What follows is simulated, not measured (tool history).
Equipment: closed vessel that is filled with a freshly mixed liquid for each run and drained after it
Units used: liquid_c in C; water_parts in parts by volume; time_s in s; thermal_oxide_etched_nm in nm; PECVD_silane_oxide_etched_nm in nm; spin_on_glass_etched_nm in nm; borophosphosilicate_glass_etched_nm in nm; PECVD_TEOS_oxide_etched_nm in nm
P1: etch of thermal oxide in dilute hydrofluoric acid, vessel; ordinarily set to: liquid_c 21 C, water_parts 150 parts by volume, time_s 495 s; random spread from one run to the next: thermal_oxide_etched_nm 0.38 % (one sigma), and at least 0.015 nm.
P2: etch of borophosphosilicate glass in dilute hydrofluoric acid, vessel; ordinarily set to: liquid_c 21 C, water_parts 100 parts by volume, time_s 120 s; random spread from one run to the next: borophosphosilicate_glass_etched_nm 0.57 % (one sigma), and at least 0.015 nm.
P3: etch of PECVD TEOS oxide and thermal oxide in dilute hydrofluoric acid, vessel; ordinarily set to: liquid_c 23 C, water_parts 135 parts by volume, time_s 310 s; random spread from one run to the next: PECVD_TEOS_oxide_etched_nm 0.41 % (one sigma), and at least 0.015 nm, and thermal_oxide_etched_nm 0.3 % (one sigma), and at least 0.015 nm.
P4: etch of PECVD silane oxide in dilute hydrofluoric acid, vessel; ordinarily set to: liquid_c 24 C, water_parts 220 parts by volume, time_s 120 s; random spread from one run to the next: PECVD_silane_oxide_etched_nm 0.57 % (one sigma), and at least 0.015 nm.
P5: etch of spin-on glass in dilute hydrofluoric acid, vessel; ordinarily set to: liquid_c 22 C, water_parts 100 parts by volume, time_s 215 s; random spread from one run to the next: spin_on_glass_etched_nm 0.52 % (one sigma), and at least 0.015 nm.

run,day,process,liquid_c,water_parts,time_s,thermal_oxide_etched_nm,PECVD_silane_oxide_etched_nm,spin_on_glass_etched_nm,borophosphosilicate_glass_etched_nm,PECVD_TEOS_oxide_etched_nm
1,0.558,P1,21,150,495,13.077,,,,
2,0.996,P1,21,230,495,7.8886,,,,
3,1.512,P4,24,395,120,,3.2582,,,
4,1.896,P4,30.5,220,120,,8.6945,,,
5,2.296,P5,22,100,215,,,46.699,,
6,2.954,P1,21,150,495,13.047,,,,
7,3.354,P5,22,55,215,,,89.761,,
8,3.792,P1,21,150,495,13.19,,,,
9,4.45,P1,17,150,495,11.184,,,,
10,4.871,P2,25,100,120,,,,48.719,
11,5.475,P1,21,150,495,13.101,,,,
12,6.058,P1,28,150,495,17.123,,,,
# day 6.321: thermometer replaced
13,6.375,P1,21,150,735,19.462,,,,
14,6.783,P3,23,135,590,20.422,,,,40.655
15,7.096,P1,21,260,960,13.155,,,,
16,7.521,P1,21,45,495,49.13,,,,
17,8.012,P3,17,135,310,8.446,,,,16.827
18,8.629,P4,24,220,35,,2.0165,,,
19,9.192,P1,21,150,495,13.063,,,,
20,9.533,P1,21,150,180,4.7603,,,,
21,10.004,P5,30,100,215,,,62.904,,
22,10.379,P2,21,100,30,,,,10.254,
23,10.729,P1,26,150,785,25.157,,,,
24,11.092,P5,22,100,425,,,92.735,,
# day 11.658: hydrofluoric acid flow meter replaced
25,11.667,P3,23,60,310,26.351,,,,52.199
26,11.971,P3,23,135,310,10.672,,,,21.283
27,12.317,P2,21,100,120,,,,40.879,
28,12.908,P4,24,220,120,,6.9597,,,
29,13.258,P3,23,135,310,10.735,,,,21.453
30,13.65,P2,21,175,120,,,,21.619,
31,14.221,P1,21,150,495,13.11,,,,
32,14.775,P1,21,150,495,12.489,,,,
33,15.321,P1,21,150,495,12.298,,,,
34,15.983,P1,21,150,495,12.058,,,,
35,16.512,P1,21,150,495,12.073,,,,
36,16.812,P1,21,150,495,12.052,,,,
37,17.283,P1,21,150,495,11.975,,,,

What P1 gives has crept off from where it sat before. The 2 causes that follow fit the log equally well, each at the size noted:
A: liquid colder than its thermometer reads (K) = 2.34
B: hydrofluoric acid flow below the setpoint (%) = 7.69
At approximately day 14.221, the process output began to creep.

Which of the check runs below tells the causes apart, meaning the causes would give it clearly different results? Each run uses 2 wafers whose results are averaged, and each result is shown as a question mark.
check 1,17.754,P3,18.5,135,575,?,,,,?
check 2,17.754,P5,29,100,420,,,?,,
check 3,17.754,P4,30,325,120,,?,,,
check 4,17.754,P2,21,160,120,,,,?,

What each check would give under each cause:
check,result,if A,if B
check 1,thermal_oxide_etched_nm,15.079,15.154
check 1,PECVD_TEOS_oxide_etched_nm,30.174,30.323
check 2,spin_on_glass_etched_nm,109.82,109.61
check 3,PECVD_silane_oxide_etched_nm,4.8096,4.6517
check 4,borophosphosilicate_glass_etched_nm,21.804,21.778
Distance between the nearest two causes, measured in the result of the check that separates them most: check 1 0.5 %; check 2 0.19 %; check 3 3.34 %; check 4 0.12 %
Of the check runs offered, only check 3 discriminates between the causes; the rest would read about the same regardless of which cause applies.

Check 3 was then run and gave: PECVD_silane_oxide_etched_nm 4.6337 nm. Which cause is it?

It is B: hydrofluoric acid flow below the setpoint (%).
